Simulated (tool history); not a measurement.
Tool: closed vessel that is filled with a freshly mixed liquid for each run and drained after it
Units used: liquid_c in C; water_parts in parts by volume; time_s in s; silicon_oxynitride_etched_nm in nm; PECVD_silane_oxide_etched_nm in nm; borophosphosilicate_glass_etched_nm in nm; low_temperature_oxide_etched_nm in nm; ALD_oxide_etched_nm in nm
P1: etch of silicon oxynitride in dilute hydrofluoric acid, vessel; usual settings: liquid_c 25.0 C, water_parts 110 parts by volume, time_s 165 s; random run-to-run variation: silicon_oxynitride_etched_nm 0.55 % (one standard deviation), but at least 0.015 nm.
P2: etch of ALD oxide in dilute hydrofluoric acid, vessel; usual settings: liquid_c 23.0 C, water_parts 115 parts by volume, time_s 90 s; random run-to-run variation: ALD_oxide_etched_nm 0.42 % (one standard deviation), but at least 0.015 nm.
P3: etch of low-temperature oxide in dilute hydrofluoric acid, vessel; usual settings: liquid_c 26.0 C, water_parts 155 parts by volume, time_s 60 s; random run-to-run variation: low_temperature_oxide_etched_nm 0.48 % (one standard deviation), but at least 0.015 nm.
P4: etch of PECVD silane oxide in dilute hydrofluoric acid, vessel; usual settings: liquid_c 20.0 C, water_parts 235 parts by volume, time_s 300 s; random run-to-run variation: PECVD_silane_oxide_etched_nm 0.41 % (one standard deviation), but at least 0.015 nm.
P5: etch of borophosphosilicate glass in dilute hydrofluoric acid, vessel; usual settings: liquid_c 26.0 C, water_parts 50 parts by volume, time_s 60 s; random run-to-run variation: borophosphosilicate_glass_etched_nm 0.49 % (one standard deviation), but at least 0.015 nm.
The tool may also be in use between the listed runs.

run	day	process	liquid_c	water_parts	time_s	hours since the thermometer was replaced	hours since the hydrofluoric acid flow meter was replaced	silicon_oxynitride_etched_nm	PECVD_silane_oxide_etched_nm	borophosphosilicate_glass_etched_nm	low_temperature_oxide_etched_nm	ALD_oxide_etched_nm
1	0.512	P1	25.0	110	165	739.5	1716.4	4.5655				
2	0.954	P4	28.5	235	300	750.1	1727.0		39.796			
3	1.508	P1	30.0	110	80	763.4	1740.3	2.7905				
4	1.850	P5	26.0	90	60	771.6	1748.5			44.718		
5	2.262	P5	30.0	50	60	781.5	1758.4			99.392		
6	2.679	P4	20.0	40	300	791.5	1768.4		209.720			
7	3.075	P1	31.0	110	165	801.0	1777.9	5.9649				
8	3.417	P1	18.5	110	165	809.2	1786.1	3.3394				
9	3.767	P4	20.0	235	480	817.6	1794.5		46.455			
10	4.208	P3	26.0	155	60	828.2	1805.1				8.1321	
11	4.525	P3	26.0	155	115	835.8	1812.7				15.4470	
12	4.896	P2	17.0	115	90	844.7	1821.6					7.8443
13	5.429	P5	26.0	50	60	857.5	1834.4			83.970		
14	5.725	P5	26.0	50	60	864.6	1841.5			84.354		
15	6.275	P1	25.0	165	165	877.8	1854.7	2.8949				
16	6.675	P1	25.0	110	165	887.4	1864.3	4.5529				
17	7.212	P1	25.0	110	165	900.3	1877.2	4.5761				
18	7.567	P1	25.0	25	230	908.8	1885.7	30.1460				
19	8.121	P1	25.0	110	165	922.1	1899.0	4.5727				
20	8.571	P1	25.0	110	165	932.9	1909.8	4.5465				
21	9.196	P2	23.0	25	90	947.9	1924.8					51.3180
22	9.775	P3	26.0	255	60	961.8	1938.7				4.3744	
23	10.071	P1	25.0	110	165	968.9	1945.8	4.5229				
24	10.392	P3	33.0	155	60	976.6	1953.5				10.3890	
25	10.958	P3	26.0	155	60	990.2	1967.1				8.0711	
26	11.312	P1	25.0	110	245	998.7	1975.6	6.7663				
27	11.750	P1	25.0	110	60	1009.2	1986.1	1.6937				
28	12.112	P1	25.0	35	165	1017.9	1994.8	15.2000				
29	12.717	P2	23.0	115	90	1032.4	2009.3					10.0630
30	13.312	P2	23.0	115	160	1046.7	2023.6					17.8030
31	13.733	P4	20.0	235	300	1056.8	2033.7		29.165			
32	14.312	P5	26.0	50	100	1070.7	2047.6			140.690		
33	14.896	P1	25.0	110	165	1084.7	2061.6	4.5112				
34	15.396	P1	25.0	110	165	1096.7	2073.6	4.7070				
35	15.808	P1	25.0	110	165	1106.6	2083.5	4.7596				
36	16.312	P1	25.0	110	165	1118.7	2095.6	4.8221				
37	16.838	P1	25.0	110	165	1131.3	2108.2	4.8902				
38	17.233	P1	25.0	110	165	1140.8	2117.7	4.8999				
39	17.700	P1	25.0	110	165	1152.0	2128.9	4.9895				
40	18.188	P1	25.0	110	165	1163.7	2140.6	4.8997				
41	18.696	P1	25.0	110	165	1175.9	2152.8	4.9233				
42	19.083	P1	25.0	110	165	1185.2	2162.1	4.9339				
43	19.554	P1	25.0	110	165	1196.5	2173.4	4.9816				

Something has made what P1 gives creep away from where it was; the 2 causes below, each at its own stated size, fit the log equally well:
A: liquid hotter than its thermometer reads (K) = 1.81
B: hydrofluoric acid flow above the setpoint (%) = 7.93
The drift started at roughly day 14.896.

The list below offers 4 check runs, each averaging the results of 2 wafers, and shows each result as a question mark. For which of them would the listed causes give clearly different results?
check 1	20.025	P2	23.0	25	90							?
check 2	20.025	P3	26.0	235	85						?	
check 3	20.025	P4	20.0	65	450				?			
check 4	20.025	P5	26.0	50	85					?		

Check results expected under each cause:
check	result	if A	if B
check 1	ALD_oxide_etched_nm	55.4630	55.6150
check 2	low_temperature_oxide_etched_nm	7.3468	7.5855
check 3	PECVD_silane_oxide_etched_nm	202.810	204.140
check 4	borophosphosilicate_glass_etched_nm	128.420	129.520
Per-check spread between the two closest causes, in the result where they differ most: check 1 0.27 %; check 2 3.2 %; check 3 0.65 %; check 4 0.86 %
Check 2 tells the causes apart: in the others they would give nearly the same result.

Then check 2 was run and gave: low_temperature_oxide_etched_nm 7.5958 nm. Which cause is it?

It was cause B: hydrofluoric acid flow above the setpoint (%).
